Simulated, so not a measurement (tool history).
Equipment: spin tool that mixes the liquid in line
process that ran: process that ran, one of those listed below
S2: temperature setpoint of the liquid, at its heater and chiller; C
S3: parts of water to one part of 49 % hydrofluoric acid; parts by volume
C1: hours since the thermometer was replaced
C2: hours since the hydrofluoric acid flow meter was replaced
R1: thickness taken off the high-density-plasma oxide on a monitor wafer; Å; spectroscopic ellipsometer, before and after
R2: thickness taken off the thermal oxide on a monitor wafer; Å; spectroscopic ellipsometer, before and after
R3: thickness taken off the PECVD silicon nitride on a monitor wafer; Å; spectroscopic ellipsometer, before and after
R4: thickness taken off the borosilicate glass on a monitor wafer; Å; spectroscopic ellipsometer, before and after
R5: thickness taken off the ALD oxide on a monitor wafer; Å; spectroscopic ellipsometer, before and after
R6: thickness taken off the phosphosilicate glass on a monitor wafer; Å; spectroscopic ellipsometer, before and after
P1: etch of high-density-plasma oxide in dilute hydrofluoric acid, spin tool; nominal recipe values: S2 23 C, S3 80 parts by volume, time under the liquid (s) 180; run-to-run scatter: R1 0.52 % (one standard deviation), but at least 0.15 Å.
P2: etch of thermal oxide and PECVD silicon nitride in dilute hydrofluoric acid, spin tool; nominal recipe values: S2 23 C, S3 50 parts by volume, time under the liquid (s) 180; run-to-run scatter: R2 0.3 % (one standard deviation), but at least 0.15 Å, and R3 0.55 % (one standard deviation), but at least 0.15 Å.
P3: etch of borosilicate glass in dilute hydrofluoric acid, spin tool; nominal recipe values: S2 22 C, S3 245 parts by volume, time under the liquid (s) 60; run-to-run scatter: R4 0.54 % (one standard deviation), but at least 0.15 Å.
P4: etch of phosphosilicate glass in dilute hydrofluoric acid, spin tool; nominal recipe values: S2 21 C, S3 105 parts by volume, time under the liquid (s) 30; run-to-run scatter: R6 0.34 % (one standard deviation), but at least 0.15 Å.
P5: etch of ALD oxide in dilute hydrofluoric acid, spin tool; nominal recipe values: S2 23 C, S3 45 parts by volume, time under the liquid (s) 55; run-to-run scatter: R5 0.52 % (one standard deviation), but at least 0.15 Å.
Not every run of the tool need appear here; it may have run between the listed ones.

Run 1, hour 8.2: process that ran P1, S2 23 C, S3 80 parts by volume, time under the liquid (s) 180; C1 333.4; C2 790.7. Result: R1 111.62 Å.
Run 2, hour 14.3: process that ran P2, S2 23 C, S3 50 parts by volume, time under the liquid (s) 180; C1 339.5; C2 796.8. Result: R2 171.59 Å, R3 117.37 Å.
Run 3, hour 23.1: process that ran P3, S2 22 C, S3 245 parts by volume, time under the liquid (s) 60; C1 348.3; C2 805.6. Result: R4 66.861 Å.
Run 4, hour 30.9: process that ran P1, S2 17 C, S3 80 parts by volume, time under the liquid (s) 180; C1 356.1; C2 813.4. Result: R1 87.14 Å.
Run 5, hour 37: process that ran P5, S2 23 C, S3 65 parts by volume, time under the liquid (s) 55; C1 362.2; C2 819.5. Result: R5 207.7 Å.
Run 6, hour 44: process that ran P1, S2 23 C, S3 80 parts by volume, time under the liquid (s) 330; C1 369.2; C2 826.5. Result: R1 206.1 Å.
Run 7, hour 53.1: process that ran P2, S2 23 C, S3 30 parts by volume, time under the liquid (s) 180; C1 378.3; C2 835.6. Result: R2 294.01 Å, R3 193.53 Å.
Run 8, hour 62.5: process that ran P1, S2 23 C, S3 110 parts by volume, time under the liquid (s) 180; C1 387.7; C2 845. Result: R1 78.337 Å.
Run 9, hour 70: process that ran P4, S2 21 C, S3 105 parts by volume, time under the liquid (s) 15; C1 395.2; C2 852.5. Result: R6 136.54 Å.
Run 10, hour 78.1: process that ran P4, S2 21 C, S3 45 parts by volume, time under the liquid (s) 30; C1 403.3; C2 860.6. Result: R6 683.54 Å.
Run 11, hour 84.5: process that ran P3, S2 22 C, S3 375 parts by volume, time under the liquid (s) 60; C1 409.7; C2 867. Result: R4 38.534 Å.
Run 12, hour 93.4: process that ran P4, S2 17 C, S3 105 parts by volume, time under the liquid (s) 30; C1 418.6; C2 875.9. Result: R6 231.78 Å.
Run 13, hour 98: process that ran P1, S2 17.5 C, S3 80 parts by volume, time under the liquid (s) 320; C1 423.2; C2 880.5. Result: R1 158.17 Å.
Run 14, hour 106.9: process that ran P1, S2 23 C, S3 80 parts by volume, time under the liquid (s) 55; C1 432.1; C2 889.4. Result: R1 34.581 Å.
Run 15, hour 116.1: process that ran P1, S2 23 C, S3 80 parts by volume, time under the liquid (s) 180; C1 441.3; C2 898.6. Result: R1 112.58 Å.
Run 16, hour 125: process that ran P5, S2 18.5 C, S3 45 parts by volume, time under the liquid (s) 55; C1 450.2; C2 907.5. Result: R5 253.73 Å.
Run 17, hour 134: process that ran P4, S2 21 C, S3 105 parts by volume, time under the liquid (s) 30; C1 459.2; C2 916.5. Result: R6 274.14 Å.
Run 18, hour 138.3: process that ran P3, S2 28.5 C, S3 245 parts by volume, time under the liquid (s) 60; C1 463.5; C2 920.8. Result: R4 84.155 Å.
Run 19, hour 144.6: process that ran P1, S2 23 C, S3 80 parts by volume, time under the liquid (s) 180; C1 469.8; C2 927.1. Result: R1 112.65 Å.
Run 20, hour 153.5: process that ran P1, S2 23 C, S3 80 parts by volume, time under the liquid (s) 180; C1 478.7; C2 936. Result: R1 110.85 Å.
Run 21, hour 162: process that ran P3, S2 22 C, S3 245 parts by volume, time under the liquid (s) 95; C1 487.2; C2 944.5. Result: R4 105.62 Å.
Run 22, hour 166.2: process that ran P1, S2 23 C, S3 80 parts by volume, time under the liquid (s) 180; C1 491.4; C2 948.7. Result: R1 112.06 Å.
Run 23, hour 174.3: process that ran P5, S2 23 C, S3 45 parts by volume, time under the liquid (s) 55; C1 499.5; C2 956.8. Result: R5 306.76 Å.
Run 24, hour 178.5: process that ran P2, S2 23 C, S3 50 parts by volume, time under the liquid (s) 15; C1 503.7; C2 961. Result: R2 14.505 Å, R3 9.5455 Å.
Run 25, hour 184.3: process that ran P5, S2 23 C, S3 45 parts by volume, time under the liquid (s) 90; C1 509.5; C2 966.8. Result: R5 500.04 Å.
Run 26, hour 189: process that ran P1, S2 31 C, S3 80 parts by volume, time under the liquid (s) 180; C1 514.2; C2 971.5. Result: R1 152.18 Å.
Run 27, hour 194.7: process that ran P1, S2 23 C, S3 40 parts by volume, time under the liquid (s) 180; C1 519.9; C2 977.2. Result: R1 234.44 Å.
Run 28, hour 201.1: process that ran P3, S2 22 C, S3 245 parts by volume, time under the liquid (s) 60; C1 526.3; C2 983.6. Result: R4 66.714 Å.
Run 29, hour 209.5: process that ran P2, S2 27 C, S3 50 parts by volume, time under the liquid (s) 180; C1 534.7; C2 992. Result: R2 201.27 Å, R3 153.17 Å.
Run 30, hour 218: process that ran P1, S2 23 C, S3 80 parts by volume, time under the liquid (s) 180; C1 543.2; C2 1000.5. Result: R1 112.03 Å.
Run 31, hour 223.7: process that ran P1, S2 23 C, S3 80 parts by volume, time under the liquid (s) 180; C1 548.9; C2 1006.2. Result: R1 114.44 Å.
Run 32, hour 230.5: process that ran P1, S2 23 C, S3 80 parts by volume, time under the liquid (s) 180; C1 555.7; C2 1013. Result: R1 116.08 Å.
Run 33, hour 237: process that ran P1, S2 23 C, S3 80 parts by volume, time under the liquid (s) 180; C1 562.2; C2 1019.5. Result: R1 117.33 Å.
Run 34, hour 245.3: process that ran P1, S2 23 C, S3 80 parts by volume, time under the liquid (s) 180; C1 570.5; C2 1027.8. Result: R1 116.96 Å.
Run 35, hour 251.8: process that ran P1, S2 23 C, S3 80 parts by volume, time under the liquid (s) 180; C1 577; C2 1034.3. Result: R1 117.78 Å.
Run 36, hour 261.2: process that ran P1, S2 23 C, S3 80 parts by volume, time under the liquid (s) 180; C1 586.4; C2 1043.7. Result: R1 117.69 Å.
Run 37, hour 269.1: process that ran P1, S2 23 C, S3 80 parts by volume, time under the liquid (s) 180; C1 594.3; C2 1051.6. Result: R1 119.03 Å.
Run 38, hour 278.3: process that ran P1, S2 23 C, S3 80 parts by volume, time under the liquid (s) 180; C1 603.5; C2 1060.8. Result: R1 118.84 Å.

Compared with where it was, what P1 gives has crept away. Each cause listed below fits the log as well as the rest, at the size given for it:
A: liquid hotter than its thermometer reads (K) = 1.41
B: hydrofluoric acid flow above the setpoint (%) = 5.31
Creep in the process output first set in at about hour 218.

Of the 4 check runs listed below, each run on one wafer and each result written as a question mark, which would let you distinguish the listed causes because they would give clearly different results?
Run check 1, hour 287.5: process that ran P2, S2 23 C, S3 50 parts by volume, time under the liquid (s) 180. Result: R2 ?, R3 ?.
Run check 2, hour 287.5: process that ran P3, S2 22 C, S3 245 parts by volume, time under the liquid (s) 60. Result: R4 ?.
Run check 3, hour 287.5: process that ran P5, S2 23 C, S3 45 parts by volume, time under the liquid (s) 55. Result: R5 ?.
Run check 4, hour 287.5: process that ran P4, S2 21 C, S3 105 parts by volume, time under the liquid (s) 30. Result: R6 ?.

How each check would come out, cause by cause:
  check  result    if A    if B
check 1      R2  182.12  181.54
check 1      R3  128.72  123.09
check 2      R4  70.298  71.183
check 3      R5  324.86  323.67
check 4      R6  289.54   289.8
Separation of the two closest causes in each check, using whichever result separates them best: check 1 4.48 %; check 2 1.25 %; check 3 0.37 %; check 4 0.09 %
Check 1 distinguishes between the causes, while the remaining checks would return nearly the same result for all of them.

The results of check 1 are: R2 182.51 Å; R3 129.55 Å. Based on these, which of the listed causes is it?

A is the cause: liquid hotter than its thermometer reads (K).

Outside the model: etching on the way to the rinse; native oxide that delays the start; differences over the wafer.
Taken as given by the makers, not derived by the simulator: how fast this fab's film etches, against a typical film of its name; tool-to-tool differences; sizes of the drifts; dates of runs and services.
